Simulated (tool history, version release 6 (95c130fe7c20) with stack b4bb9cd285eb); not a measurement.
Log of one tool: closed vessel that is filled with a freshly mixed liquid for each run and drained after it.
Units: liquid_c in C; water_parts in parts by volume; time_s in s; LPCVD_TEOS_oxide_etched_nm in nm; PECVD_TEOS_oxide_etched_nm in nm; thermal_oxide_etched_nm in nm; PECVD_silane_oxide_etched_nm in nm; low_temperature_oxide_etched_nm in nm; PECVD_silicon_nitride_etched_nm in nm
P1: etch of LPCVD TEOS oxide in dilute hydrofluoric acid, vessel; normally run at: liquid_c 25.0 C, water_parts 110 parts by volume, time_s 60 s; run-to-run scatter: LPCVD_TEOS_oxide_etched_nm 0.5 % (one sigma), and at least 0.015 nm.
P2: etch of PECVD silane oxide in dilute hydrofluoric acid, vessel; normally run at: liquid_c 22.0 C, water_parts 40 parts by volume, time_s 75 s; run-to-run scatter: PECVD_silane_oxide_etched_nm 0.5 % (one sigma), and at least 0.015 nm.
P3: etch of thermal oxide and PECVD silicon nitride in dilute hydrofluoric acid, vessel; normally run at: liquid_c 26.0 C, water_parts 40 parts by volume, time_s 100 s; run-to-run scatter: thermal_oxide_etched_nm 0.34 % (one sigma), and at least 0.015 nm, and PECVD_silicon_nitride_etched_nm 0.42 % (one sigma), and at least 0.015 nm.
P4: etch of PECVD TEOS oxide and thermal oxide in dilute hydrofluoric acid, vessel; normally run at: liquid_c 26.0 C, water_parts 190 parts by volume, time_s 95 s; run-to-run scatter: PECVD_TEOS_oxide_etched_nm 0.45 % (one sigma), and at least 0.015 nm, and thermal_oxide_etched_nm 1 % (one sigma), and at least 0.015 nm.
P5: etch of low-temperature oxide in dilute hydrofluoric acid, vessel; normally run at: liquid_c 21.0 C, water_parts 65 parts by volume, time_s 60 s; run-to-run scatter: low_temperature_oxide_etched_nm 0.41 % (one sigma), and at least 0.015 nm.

| run | hour | process | liquid_c | water_parts | time_s | hours since the thermometer was replaced | hours since the hydrofluoric acid flow meter was replaced | LPCVD_TEOS_oxide_etched_nm | PECVD_TEOS_oxide_etched_nm | thermal_oxide_etched_nm | PECVD_silane_oxide_etched_nm | low_temperature_oxide_etched_nm | PECVD_silicon_nitride_etched_nm |
|---|---|---|---|---|---|---|---|---|---|---|---|---|---|
| 1 | 3.0 | P1 | 25.0 | 110 | 60 | 1624.3 | 152.2 | 17.0280 |  |  |  |  |  |
| 2 | 6.3 | P4 | 26.0 | 280 | 95 | 1627.6 | 155.5 |  | 6.7007 | 1.4433 |  |  |  |
| 3 | 8.5 | P4 | 20.5 | 190 | 95 | 1629.8 | 157.7 |  | 8.9238 | 1.8321 |  |  |  |
| 4 | 11.3 | P2 | 22.0 | 55 | 75 | 1632.6 | 160.5 |  |  |  | 26.914 |  |  |
| 5 | 13.6 | P5 | 21.0 | 65 | 60 | 1634.9 | 162.8 |  |  |  |  | 13.3800 |  |
| 6 | 15.8 | P1 | 25.0 | 110 | 60 | 1637.1 | 165.0 | 17.0300 |  |  |  |  |  |
| 7 | 18.4 | P2 | 22.0 | 40 | 75 | 1639.7 | 167.6 |  |  |  | 37.747 |  |  |
| 8 | 22.7 | P2 | 28.0 | 40 | 75 | 1644.0 | 171.9 |  |  |  | 47.908 |  |  |
| 9 | 27.0 | P3 | 19.0 | 40 | 100 | 1648.3 | 176.2 |  |  | 10.4280 |  |  | 2.9862 |
| 10 | 30.2 | P5 | 26.0 | 65 | 60 | 1651.5 | 179.4 |  |  |  |  | 16.3680 |  |
|  | 32.7 | hydrofluoric acid flow meter replaced |
| 11 | 34.2 | P5 | 21.0 | 65 | 60 | 1655.5 | 1.5 |  |  |  |  | 13.3950 |  |
| 12 | 38.6 | P3 | 26.0 | 65 | 100 | 1659.9 | 5.9 |  |  | 8.3401 |  |  | 3.0091 |
| 13 | 40.8 | P1 | 32.5 | 110 | 60 | 1662.1 | 8.1 | 22.5490 |  |  |  |  |  |
| 14 | 43.9 | P1 | 25.0 | 110 | 60 | 1665.2 | 11.2 | 16.9610 |  |  |  |  |  |
| 15 | 47.7 | P5 | 21.0 | 65 | 30 | 1669.0 | 15.0 |  |  |  |  | 6.6829 |  |
| 16 | 52.2 | P1 | 25.0 | 60 | 60 | 1673.5 | 19.5 | 33.1580 |  |  |  |  |  |
| 17 | 55.5 | P3 | 26.0 | 40 | 175 | 1676.8 | 22.8 |  |  | 24.5850 |  |  | 8.4925 |
| 18 | 58.2 | P4 | 26.0 | 190 | 95 | 1679.5 | 25.5 |  | 10.9070 | 2.2333 |  |  |  |
| 19 | 62.9 | P1 | 25.0 | 110 | 30 | 1684.2 | 30.2 | 8.4479 |  |  |  |  |  |
| 20 | 67.5 | P1 | 25.0 | 110 | 60 | 1688.8 | 34.8 | 17.1360 |  |  |  |  |  |
| 21 | 70.1 | P4 | 26.0 | 190 | 50 | 1691.4 | 37.4 |  | 5.7706 | 1.1806 |  |  |  |
| 22 | 74.6 | P3 | 26.0 | 40 | 100 | 1695.9 | 41.9 |  |  | 13.9380 |  |  | 4.8309 |
| 23 | 78.2 | P1 | 25.0 | 110 | 60 | 1699.5 | 45.5 | 17.0170 |  |  |  |  |  |
| 24 | 80.6 | P1 | 25.0 | 200 | 60 | 1701.9 | 47.9 | 8.4267 |  |  |  |  |  |
| 25 | 84.7 | P2 | 22.0 | 40 | 30 | 1706.0 | 52.0 |  |  |  | 14.999 |  |  |
| 26 | 87.9 | P1 | 25.0 | 180 | 85 | 1709.2 | 55.2 | 13.6530 |  |  |  |  |  |
| 27 | 91.8 | P5 | 21.0 | 110 | 60 | 1713.1 | 59.1 |  |  |  |  | 7.5559 |  |
| 28 | 96.0 | P1 | 19.5 | 110 | 60 | 1717.3 | 63.3 | 13.7400 |  |  |  |  |  |
| 29 | 98.1 | P1 | 25.0 | 110 | 95 | 1719.4 | 65.4 | 26.8820 |  |  |  |  |  |
| 30 | 100.8 | P1 | 25.0 | 110 | 60 | 1722.1 | 68.1 | 17.1110 |  |  |  |  |  |
| 31 | 103.4 | P1 | 25.0 | 110 | 60 | 1724.7 | 70.7 | 17.1010 |  |  |  |  |  |
| 32 | 105.8 | P1 | 25.0 | 110 | 60 | 1727.1 | 73.1 | 17.1880 |  |  |  |  |  |
| 33 | 109.9 | P1 | 25.0 | 110 | 60 | 1731.2 | 77.2 | 17.5620 |  |  |  |  |  |
| 34 | 113.4 | P1 | 25.0 | 110 | 60 | 1734.7 | 80.7 | 17.7010 |  |  |  |  |  |
| 35 | 116.8 | P1 | 25.0 | 110 | 60 | 1738.1 | 84.1 | 17.8650 |  |  |  |  |  |
| 36 | 121.5 | P1 | 25.0 | 110 | 60 | 1742.8 | 88.8 | 17.9120 |  |  |  |  |  |
| 37 | 123.9 | P1 | 25.0 | 110 | 60 | 1745.2 | 91.2 | 18.0950 |  |  |  |  |  |
| 38 | 127.6 | P1 | 25.0 | 110 | 60 | 1748.9 | 94.9 | 18.0340 |  |  |  |  |  |
| 39 | 131.5 | P1 | 25.0 | 110 | 60 | 1752.8 | 98.8 | 18.0880 |  |  |  |  |  |
| 40 | 134.0 | P1 | 25.0 | 110 | 60 | 1755.3 | 101.3 | 18.2210 |  |  |  |  |  |

What P1 gives has crept away from where it was. These 2 causes fit the log equally well, each at the size given:
A: liquid hotter than its thermometer reads (K) = 1.58
B: hydrofluoric acid flow above the setpoint (%) = 5.54
The creep began at about hour 105.8.

4 check runs are offered, one wafer each, their results left as question marks. Which one tells the causes apart?
| check 1 | 136.5 | P3 | 26.0 | 40 | 100 |  |  |  |  | ? |  |  | ? |
| check 2 | 136.5 | P2 | 22.0 | 40 | 75 |  |  |  |  |  | ? |  |  |
| check 3 | 136.5 | P5 | 21.0 | 65 | 60 |  |  |  |  |  |  | ? |  |
| check 4 | 136.5 | P4 | 26.0 | 190 | 95 |  |  |  | ? | ? |  |  |  |

What each check would give under each cause:
| check | result | if A | if B |
|---|---|---|---|
| check 1 | thermal_oxide_etched_nm | 14.9730 | 14.8650 |
| check 1 | PECVD_silicon_nitride_etched_nm | 5.3732 | 5.0996 |
| check 2 | PECVD_silane_oxide_etched_nm | 40.332 | 39.948 |
| check 3 | low_temperature_oxide_etched_nm | 14.3270 | 14.2210 |
| check 4 | PECVD_TEOS_oxide_etched_nm | 11.5920 | 11.6890 |
| check 4 | thermal_oxide_etched_nm | 2.3804 | 2.4002 |
How far apart the two closest causes lie, in the result that separates them most: check 1 5.23 %; check 2 0.96 %; check 3 0.74 %; check 4 0.83 %
Only check 1 tells the causes apart: in the others they would give nearly the same result.

Then check 1 was run and gave: thermal_oxide_etched_nm 14.9880 nm; PECVD_silicon_nitride_etched_nm 5.4123 nm. Which cause is it?

It is A: liquid hotter than its thermometer reads (K).

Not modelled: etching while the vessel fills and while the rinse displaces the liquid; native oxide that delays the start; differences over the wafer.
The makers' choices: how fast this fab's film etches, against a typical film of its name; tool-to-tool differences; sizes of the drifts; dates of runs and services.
